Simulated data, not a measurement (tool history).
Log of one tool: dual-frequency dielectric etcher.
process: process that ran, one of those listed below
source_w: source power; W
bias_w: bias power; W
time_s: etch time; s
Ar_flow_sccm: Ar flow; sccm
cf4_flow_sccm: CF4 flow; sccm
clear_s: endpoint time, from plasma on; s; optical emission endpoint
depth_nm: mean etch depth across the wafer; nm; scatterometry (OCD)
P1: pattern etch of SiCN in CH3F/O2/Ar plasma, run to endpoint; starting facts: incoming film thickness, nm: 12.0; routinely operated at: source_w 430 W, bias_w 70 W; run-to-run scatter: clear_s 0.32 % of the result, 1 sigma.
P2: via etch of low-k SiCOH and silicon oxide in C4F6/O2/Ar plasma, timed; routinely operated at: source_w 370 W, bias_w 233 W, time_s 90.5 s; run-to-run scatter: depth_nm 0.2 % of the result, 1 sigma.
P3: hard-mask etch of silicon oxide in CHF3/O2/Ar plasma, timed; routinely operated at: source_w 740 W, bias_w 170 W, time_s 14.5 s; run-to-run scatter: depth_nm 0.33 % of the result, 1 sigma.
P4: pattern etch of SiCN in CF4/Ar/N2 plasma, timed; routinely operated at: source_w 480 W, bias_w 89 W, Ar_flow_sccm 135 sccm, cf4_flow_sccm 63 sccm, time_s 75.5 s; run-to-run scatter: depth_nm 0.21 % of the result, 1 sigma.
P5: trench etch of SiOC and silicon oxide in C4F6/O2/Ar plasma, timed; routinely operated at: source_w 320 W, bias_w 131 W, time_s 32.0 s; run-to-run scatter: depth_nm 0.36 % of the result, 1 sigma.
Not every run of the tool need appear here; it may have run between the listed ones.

run,day,process,source_w,bias_w,time_s,Ar_flow_sccm,cf4_flow_sccm,hours since the last wet clean,hours since the last source power generator calibration,hours since the last bias power generator calibration,clear_s,depth_nm
1,0.512,P1,430,70,,,,200.8,3494.4,785.8,31.589,
2,0.754,P5,320,186,32.0,,,206.6,3500.2,791.6,,58.239
3,1.075,P4,480,89,75.5,135,48,214.3,3507.9,799.3,,65.942
4,1.371,P5,320,131,32.0,,,221.4,3515.0,806.4,,52.021
5,1.762,P1,430,70,,,,230.8,3524.4,815.8,31.773,
6,2.304,P4,480,89,75.5,135,63,243.8,3537.4,828.8,,68.925
7,2.738,P4,480,89,49.5,135,63,254.2,3547.8,839.2,,45.130
8,3.054,P1,600,70,,,,261.8,3555.4,846.8,27.795,
9,3.333,P2,370,150,90.5,,,268.5,3562.1,853.5,,227.840
10,3.792,P1,340,54,,,,279.5,3573.1,864.5,37.929,
11,4.312,P3,740,170,14.5,,,292.0,3585.6,877.0,,30.007
12,4.554,P1,430,70,,,,297.8,3591.4,882.8,31.503,
13,4.804,P3,740,170,8.5,,,303.8,3597.4,888.8,,17.738
14,5.258,P4,480,89,75.5,135,63,314.7,3608.3,899.7,,69.009
15,5.604,P2,370,233,90.5,,,323.0,3616.6,908.0,,263.870
16,5.967,P1,260,70,,,,331.7,3625.3,916.7,38.397,
17,6.346,P5,320,131,32.0,,,340.8,3634.4,925.8,,52.007
# day 6.567: source power generator calibrated
18,6.608,P4,480,89,75.5,87,63,347.1,1.1,932.1,,73.306
19,6.946,P3,740,135,14.5,,,355.2,9.2,940.2,,27.999
20,7.404,P5,320,131,25.0,,,366.2,20.2,951.2,,40.752
21,7.771,P1,290,87,,,,375.0,29.0,960.0,34.008,
22,8.071,P4,480,56,75.5,135,63,382.2,36.2,967.2,,58.223
23,8.400,P5,200,131,32.0,,,390.1,44.1,975.1,,43.095
24,8.933,P4,600,89,75.5,135,63,402.9,56.9,987.9,,83.746
25,9.221,P1,430,48,,,,409.8,63.8,994.8,36.000,
26,9.696,P1,430,70,,,,421.2,75.2,1006.2,31.856,
27,10.233,P2,370,233,55.5,,,434.1,88.1,1019.1,,161.460
28,10.492,P1,430,70,,,,440.3,94.3,1025.3,31.458,
29,10.858,P1,430,70,,,,449.1,103.1,1034.1,31.586,
30,11.117,P1,430,70,,,,455.3,109.3,1040.3,31.672,
31,11.654,P3,450,170,14.5,,,468.2,122.2,1053.2,,24.949
32,12.067,P2,450,233,90.5,,,478.1,132.1,1063.1,,284.200
33,12.379,P1,430,92,,,,485.6,139.6,1070.6,28.616,
34,12.858,P1,430,70,,,,497.1,151.1,1082.1,31.609,
35,13.188,P1,430,70,,,,505.0,159.0,1090.0,31.475,
36,13.721,P1,430,70,,,,517.8,171.8,1102.8,31.290,
37,14.225,P1,430,70,,,,529.9,183.9,1114.9,31.222,
38,14.671,P1,430,70,,,,540.6,194.6,1125.6,31.119,
39,15.100,P1,430,70,,,,550.9,204.9,1135.9,31.250,
# day 15.150: wet clean of the chamber
40,15.400,P1,430,70,,,,6.0,212.1,1143.1,31.086,
41,15.938,P1,430,70,,,,18.9,225.0,1156.0,31.117,

Compared with where it was, what P1 gives has crept away. Each cause listed below fits the log as well as the rest, at the size given for it:
A: bias power that arrives over what is set, % = 4.68
B: source power that arrives over what is set, % = 4.34
The gradual shift began around day 12.858.
Every other cause this tool's parts could produce, and why it does not fit the log:
chamber walls in a state that raises the etch rate, %: serviced after onset, at day 15.150, with no recovery of the prior output

Each of the 4 check runs below uses one wafer; its results are left as question marks. Which run tells the causes apart?
check 1,16.475,P4,480,89,75.5,95,63,,,,,?
check 2,16.475,P2,370,153,74.0,,,,,,,?
check 3,16.475,P5,320,177,32.0,,,,,,,?
check 4,16.475,P3,470,170,8.5,,,,,,,?

What every check run would give for each of its results, assuming each possible cause in turn:
check,result,if A,if B
check 1,depth_nm,73.822,75.347
check 2,depth_nm,190.540,191.040
check 3,depth_nm,57.957,58.058
check 4,depth_nm,15.041,15.052
Gap, in per cent, between the two causes that each check separates least, read from the result that separates them most: check 1 2.04 %; check 2 0.26 %; check 3 0.17 %; check 4 0.07 %
Only check 1 tells the causes apart: in the others they would give nearly the same result.

Check 1 was then run and gave: depth_nm 75.415 nm. Which cause is it?

Of the candidate causes, it is B: source power that arrives over what is set, %.
